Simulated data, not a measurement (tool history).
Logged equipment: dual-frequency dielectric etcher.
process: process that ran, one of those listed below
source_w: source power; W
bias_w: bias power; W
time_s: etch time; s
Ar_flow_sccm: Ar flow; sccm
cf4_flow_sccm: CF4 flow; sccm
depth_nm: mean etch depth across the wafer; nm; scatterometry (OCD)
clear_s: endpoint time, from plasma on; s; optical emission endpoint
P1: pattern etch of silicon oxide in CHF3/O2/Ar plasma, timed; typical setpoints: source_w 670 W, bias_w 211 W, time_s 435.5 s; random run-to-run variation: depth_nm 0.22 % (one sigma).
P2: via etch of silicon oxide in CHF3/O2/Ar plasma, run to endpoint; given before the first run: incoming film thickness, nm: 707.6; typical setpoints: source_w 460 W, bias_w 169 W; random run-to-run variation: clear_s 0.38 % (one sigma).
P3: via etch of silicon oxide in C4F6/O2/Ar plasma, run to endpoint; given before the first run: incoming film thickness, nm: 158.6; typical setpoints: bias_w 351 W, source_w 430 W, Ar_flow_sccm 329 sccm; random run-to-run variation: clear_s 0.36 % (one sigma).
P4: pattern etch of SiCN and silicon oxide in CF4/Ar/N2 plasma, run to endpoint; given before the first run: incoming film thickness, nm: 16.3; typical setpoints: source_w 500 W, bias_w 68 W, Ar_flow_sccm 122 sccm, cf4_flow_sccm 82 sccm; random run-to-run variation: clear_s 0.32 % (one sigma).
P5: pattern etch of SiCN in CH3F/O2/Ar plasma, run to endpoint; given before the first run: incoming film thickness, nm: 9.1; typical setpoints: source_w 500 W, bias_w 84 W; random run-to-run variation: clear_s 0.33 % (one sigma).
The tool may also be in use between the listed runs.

run   hour  process  source_w  bias_w  time_s  Ar_flow_sccm  cf4_flow_sccm  depth_nm  clear_s
  1    2.4       P1       670     211   435.5                                 936.26
  2    6.5       P1       670     211   435.5                                 935.70
  3    9.7       P1       670     211   652.0                                1405.60
  4   14.0       P1       920     160   435.5                                 964.57
  5   18.4       P5       640      84                                                  19.557
  6   21.9       P3       430     351                   329                            39.221
  7   24.7       P4       500      68                   155             82             18.915
  8   28.1       P4       500      40                   122             82             21.493
  9   30.3       P1       670     157   435.5                                 849.32
 10   32.3       P3       340     351                   329                            42.694
 11   35.4       P5       500      60                                                  23.816
 12   39.8       P1       430     211   435.5                                 790.72
 13   42.4       P1       860     211   435.5                                1029.70
 14   47.0       P4       500      68                   122            102             17.601
 15   50.3       P5       500      84                                                  21.255
 16   54.2       P2       460     111                                                 464.960
 17   56.7       P1       670     211   288.5                                 621.29
 18   58.9       P3       430     351                   329                            39.223
 19   61.1       P3       430     351                   213                            37.337
 20   63.7       P1       670     211   435.5                                 934.87
 21   66.4       P1       670     294   435.5                                1053.60
 22   68.4       P1       670     251   239.5                                 547.92
 23   71.0       P2       460     169                                                 405.820
 24   73.4       P5       500      84                                                  21.154
 25   76.7       P2       650     169                                                 355.100
 26   80.1       P4       650      68                   122             82             14.427
 27   83.3       P4       500      68                   122             82             18.182
 28   87.4       P4       500      68                   122             82             18.194
 29   92.0       P1       670     211   435.5                                 935.27
 30   94.7       P2       460     169                                                 406.730
 31   98.3       P3       430     222                   329                            45.849
 32  101.7       P1       670     211   435.5                                 937.22
 33  104.0       P1       670     211   435.5                                 937.96
 34  108.4       P1       670     211   435.5                                 946.57
 35  111.1       P1       670     211   435.5                                 949.48
 36  115.6       P1       670     211   435.5                                 950.84
 37  117.6       P1       670     211   435.5                                 946.86
     119.0  -- wet clean of the chamber
 38  121.9       P1       670     211   435.5                                 948.33
 39  125.0       P1       670     211   435.5                                 946.60
 40  127.5       P1       670     211   435.5                                 949.54

The output of P1 has drifted from where it used to be. Each of the 2 causes below, taken at the size shown beside it, accounts for the log equally well:
A: bias power that arrives over what is set, % = 3.96
B: source power that arrives over what is set, % = 3.59
The onset of the drift is placed at about hour 101.7.
What rules out each remaining cause:
chamber walls in a state that raises the etch rate, %: maintenance at hour 119.0, after the shift began, did not return the process to its former output

The list below offers 4 check runs, each averaging the results of 2 wafers, and shows each result as a question mark. For which of them would the listed causes give clearly different results?
check 1  130.0       P3       340     262                   329                                 ?
check 2  130.0       P5       570      63                                                       ?
check 3  130.0       P4       500      42                   122             82                  ?
check 4  130.0       P2       640     169                                                       ?

Outcome of each check run for each possible cause:
  check   result     if A     if B
check 1  clear_s   46.762   46.755
check 2  clear_s   22.067   22.056
check 3  clear_s   20.904   20.487
check 4  clear_s  353.240  353.000
Per check, the gap between the least separated pair of causes, taken in the result that splits them most: check 1 0.02 %; check 2 0.05 %; check 3 2.02 %; check 4 0.07 %
Only in check 3 would the causes give clearly different results; in the remaining checks their results would be nearly the same.

Here is what check 3 returned: clear_s 20.867 s. Which cause is it?

The correct cause is A, namely: bias power that arrives over what is set, %.

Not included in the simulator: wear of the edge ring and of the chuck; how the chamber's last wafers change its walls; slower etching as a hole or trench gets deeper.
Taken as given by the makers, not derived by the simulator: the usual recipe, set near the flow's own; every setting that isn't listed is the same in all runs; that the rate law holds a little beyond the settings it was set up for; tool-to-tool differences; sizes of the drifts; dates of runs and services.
